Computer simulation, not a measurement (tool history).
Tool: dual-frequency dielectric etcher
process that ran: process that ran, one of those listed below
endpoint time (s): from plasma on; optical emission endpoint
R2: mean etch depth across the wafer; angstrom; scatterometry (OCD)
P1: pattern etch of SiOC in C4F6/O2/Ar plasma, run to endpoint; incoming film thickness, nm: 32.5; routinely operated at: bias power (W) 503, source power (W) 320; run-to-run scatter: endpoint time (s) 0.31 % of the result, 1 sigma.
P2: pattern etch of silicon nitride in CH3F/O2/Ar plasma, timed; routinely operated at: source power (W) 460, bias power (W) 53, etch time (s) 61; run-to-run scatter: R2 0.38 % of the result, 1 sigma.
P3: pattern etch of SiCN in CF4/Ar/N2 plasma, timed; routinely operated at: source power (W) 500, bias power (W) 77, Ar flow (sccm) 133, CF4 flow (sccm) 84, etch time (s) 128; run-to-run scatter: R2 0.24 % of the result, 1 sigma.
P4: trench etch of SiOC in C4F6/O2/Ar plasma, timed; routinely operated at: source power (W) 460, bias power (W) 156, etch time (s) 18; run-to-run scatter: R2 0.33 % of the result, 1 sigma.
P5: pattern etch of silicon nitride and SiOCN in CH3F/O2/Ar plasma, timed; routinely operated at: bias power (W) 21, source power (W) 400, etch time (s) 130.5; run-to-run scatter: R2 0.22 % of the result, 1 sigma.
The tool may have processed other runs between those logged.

Run 1, day 0.092: process that ran P1, bias power (W) 503, source power (W) 320. Result: endpoint time (s) 11.759.
Run 2, day 0.25: process that ran P1, bias power (W) 503, source power (W) 450. Result: endpoint time (s) 10.348.
Run 3, day 0.342: process that ran P2, bias power (W) 53, source power (W) 460, etch time (s) 61. Result: R2 407.06 angstrom.
Run 4, day 0.442: process that ran P1, bias power (W) 627, source power (W) 320. Result: endpoint time (s) 10.796.
Run 5, day 0.517: process that ran P1, bias power (W) 344, source power (W) 200. Result: endpoint time (s) 16.199.
Run 6, day 0.642: process that ran P1, bias power (W) 503, source power (W) 250. Result: endpoint time (s) 12.924.
Run 7, day 0.758: process that ran P1, bias power (W) 503, source power (W) 320. Result: endpoint time (s) 11.741.
Run 8, day 0.9: process that ran P3, bias power (W) 52, source power (W) 500, etch time (s) 128, Ar flow (sccm) 133, CF4 flow (sccm) 84. Result: R2 1084 angstrom.
Run 9, day 1.054: process that ran P4, bias power (W) 156, source power (W) 460, etch time (s) 18. Result: R2 369.4 angstrom.
Run 10, day 1.154: process that ran P2, bias power (W) 53, source power (W) 460, etch time (s) 61. Result: R2 405.43 angstrom.
Run 11, day 1.275: process that ran P1, bias power (W) 602, source power (W) 190. Result: endpoint time (s) 13.309.
Run 12, day 1.408: process that ran P2, bias power (W) 53, source power (W) 460, etch time (s) 82. Result: R2 542.97 angstrom.
Run 13, day 1.521: process that ran P3, bias power (W) 77, source power (W) 500, etch time (s) 128, Ar flow (sccm) 133, CF4 flow (sccm) 52. Result: R2 1147.2 angstrom.
Run 14, day 1.692: process that ran P1, bias power (W) 629, source power (W) 240. Result: endpoint time (s) 11.984.
Run 15, day 1.858: process that ran P1, bias power (W) 503, source power (W) 320. Result: endpoint time (s) 11.84.
Run 16, day 2.025: process that ran P5, bias power (W) 21, source power (W) 400, etch time (s) 130.5. Result: R2 173.63 angstrom.
Run 17, day 2.158: process that ran P3, bias power (W) 77, source power (W) 500, etch time (s) 128, Ar flow (sccm) 133, CF4 flow (sccm) 84. Result: R2 1247.3 angstrom.
Run 18, day 2.288: process that ran P3, bias power (W) 77, source power (W) 630, etch time (s) 128, Ar flow (sccm) 133, CF4 flow (sccm) 84. Result: R2 1516.8 angstrom.
Run 19, day 2.412: process that ran P5, bias power (W) 14, source power (W) 400, etch time (s) 130.5. Result: R2 146.97 angstrom.
Run 20, day 2.579: process that ran P4, bias power (W) 156, source power (W) 460, etch time (s) 18. Result: R2 369.6 angstrom.
Run 21, day 2.658: process that ran P4, bias power (W) 156, source power (W) 620, etch time (s) 18. Result: R2 418.39 angstrom.
Run 22, day 2.754: process that ran P5, bias power (W) 21, source power (W) 400, etch time (s) 167. Result: R2 221.99 angstrom.
Run 23, day 2.883: process that ran P2, bias power (W) 53, source power (W) 580, etch time (s) 61. Result: R2 444.46 angstrom.
At day 2.962: wet clean of the chamber.
Run 24, day 2.996: process that ran P3, bias power (W) 77, source power (W) 500, etch time (s) 128, Ar flow (sccm) 133, CF4 flow (sccm) 84. Result: R2 1234.8 angstrom.
Run 25, day 3.075: process that ran P3, bias power (W) 77, source power (W) 500, etch time (s) 128, Ar flow (sccm) 94, CF4 flow (sccm) 84. Result: R2 1305 angstrom.
Run 26, day 3.175: process that ran P1, bias power (W) 503, source power (W) 320. Result: endpoint time (s) 11.728.
Run 27, day 3.325: process that ran P5, bias power (W) 21, source power (W) 520, etch time (s) 130.5. Result: R2 190.47 angstrom.
Run 28, day 3.429: process that ran P4, bias power (W) 156, source power (W) 460, etch time (s) 12.5. Result: R2 256.04 angstrom.
Run 29, day 3.517: process that ran P4, bias power (W) 103, source power (W) 460, etch time (s) 18. Result: R2 328.54 angstrom.
Run 30, day 3.612: process that ran P2, bias power (W) 40, source power (W) 460, etch time (s) 61. Result: R2 374.86 angstrom.
Run 31, day 3.758: process that ran P1, bias power (W) 318, source power (W) 320. Result: endpoint time (s) 13.963.
Run 32, day 3.879: process that ran P3, bias power (W) 77, source power (W) 500, etch time (s) 183, Ar flow (sccm) 133, CF4 flow (sccm) 84. Result: R2 1773.7 angstrom.
Run 33, day 3.967: process that ran P1, bias power (W) 503, source power (W) 320. Result: endpoint time (s) 11.787.
Run 34, day 4.117: process that ran P1, bias power (W) 503, source power (W) 320. Result: endpoint time (s) 11.663.
Run 35, day 4.288: process that ran P1, bias power (W) 503, source power (W) 320. Result: endpoint time (s) 11.578.
At day 4.308: wet clean of the chamber.
Run 36, day 4.396: process that ran P1, bias power (W) 503, source power (W) 320. Result: endpoint time (s) 11.61.
Run 37, day 4.558: process that ran P1, bias power (W) 503, source power (W) 320. Result: endpoint time (s) 11.589.
Run 38, day 4.642: process that ran P1, bias power (W) 503, source power (W) 320. Result: endpoint time (s) 11.551.
Run 39, day 4.742: process that ran P1, bias power (W) 503, source power (W) 320. Result: endpoint time (s) 11.555.

P1 has crept away from where it was. The log is fitted equally well by each of these 2 causes, at the sizes shown:
A: source power that arrives over what is set, % = 4.75
B: bias power that arrives over what is set, % = 4.6
Onset of the creep was near day 3.967.
Other possible causes, and why each is ruled out:
chamber walls in a state that raises the etch rate, %: serviced at day 4.308, which brought nothing back

Consider the 4 single-wafer check runs listed below, results given as question marks: which one distinguishes between the causes by giving clearly different results for each?
Run check 1, day 4.842: process that ran P4, bias power (W) 156, source power (W) 460, etch time (s) 18. Result: R2 ?.
Run check 2, day 4.842: process that ran P2, bias power (W) 53, source power (W) 460, etch time (s) 61. Result: R2 ?.
Run check 3, day 4.842: process that ran P5, bias power (W) 21, source power (W) 400, etch time (s) 130.5. Result: R2 ?.
Run check 4, day 4.842: process that ran P3, bias power (W) 77, source power (W) 500, etch time (s) 128, Ar flow (sccm) 133, CF4 flow (sccm) 84. Result: R2 ?.

What every check run would give for each of its results, assuming each possible cause in turn:
  check  result    if A    if B
check 1      R2  377.31  375.58
check 2      R2  414.11  412.51
check 3      R2  176.67  177.33
check 4      R2  1290.3  1258.9
Per check, the gap between the least separated pair of causes, taken in the result that splits them most: check 1 0.46 %; check 2 0.39 %; check 3 0.37 %; check 4 2.46 %
Of the check runs offered, only check 4 discriminates between the causes; the rest would read about the same regardless of which cause applies.

With check 4 done, the readings were: R2 1290.4 angstrom. Identify which of the listed causes applies.

It is A: source power that arrives over what is set, %.

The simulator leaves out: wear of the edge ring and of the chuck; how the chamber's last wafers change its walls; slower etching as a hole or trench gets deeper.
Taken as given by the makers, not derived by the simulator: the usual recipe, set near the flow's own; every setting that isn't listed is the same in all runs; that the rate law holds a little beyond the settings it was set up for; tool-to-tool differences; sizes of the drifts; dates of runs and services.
